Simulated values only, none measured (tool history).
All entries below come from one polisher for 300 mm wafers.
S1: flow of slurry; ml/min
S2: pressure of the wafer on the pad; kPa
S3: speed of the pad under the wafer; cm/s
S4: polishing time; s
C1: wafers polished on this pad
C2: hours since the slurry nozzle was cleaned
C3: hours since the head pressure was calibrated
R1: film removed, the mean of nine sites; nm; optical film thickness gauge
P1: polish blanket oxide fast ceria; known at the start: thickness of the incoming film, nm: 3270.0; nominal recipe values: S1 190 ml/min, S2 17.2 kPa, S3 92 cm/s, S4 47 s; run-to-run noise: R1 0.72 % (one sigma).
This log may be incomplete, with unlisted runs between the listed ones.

run,day,S1,S2,S3,S4,C1,C2,C3,R1
1,0.142,190,17.2,92,47,246,119.7,678.1,706.28
2,0.333,190,17.2,42,47,311,124.3,682.7,318.45
3,0.533,190,17.2,92,69,379,129.1,687.5,1026.70
4,0.679,190,17.2,92,47,428,132.6,691.0,697.88
5,0.875,290,17.2,92,47,494,137.3,695.7,736.79
6,0.996,190,22.8,92,59,535,140.2,698.6,1171.30
7,1.162,190,9.7,92,47,592,144.2,702.6,395.60
8,1.279,190,25.5,92,47,631,147.0,705.4,1037.10
9,1.392,190,13.1,122,47,670,149.7,708.1,698.18
10,1.554,190,17.2,50,33,725,153.6,712.0,267.59
11,1.729,190,17.2,130,47,784,157.8,716.2,994.14
12,1.858,190,17.2,92,47,828,160.9,719.3,707.04
13,2.038,190,17.2,92,47,889,165.2,723.6,699.49
14,2.250,190,17.2,92,24,961,170.3,728.7,354.41
15,2.358,115,17.2,92,47,997,172.9,731.3,634.55
16,2.462,190,17.2,92,47,1033,175.4,733.8,702.49
17,2.571,190,17.2,92,47,1069,178.0,736.4,701.76
18,2.692,190,17.2,92,47,1110,180.9,739.3,689.99
19,2.900,190,17.2,92,47,1181,185.9,744.3,664.98
20,3.008,190,17.2,92,47,1218,188.5,746.9,660.10
21,3.200,190,17.2,92,47,1283,193.1,751.5,657.10
22,3.417,190,17.2,92,47,1356,198.3,756.7,655.72
23,3.592,190,17.2,92,47,1416,202.5,760.9,654.38
24,3.729,190,17.2,92,47,1462,205.8,764.2,642.98
# day 3.783: worn pad replaced by a new one
25,3.904,190,17.2,92,47,42,210.0,768.4,648.52

The next listed run, before its measurement:
26,4.125,190,17.2,92,47,116,215.3,773.7,?

R1: 648.15 nm
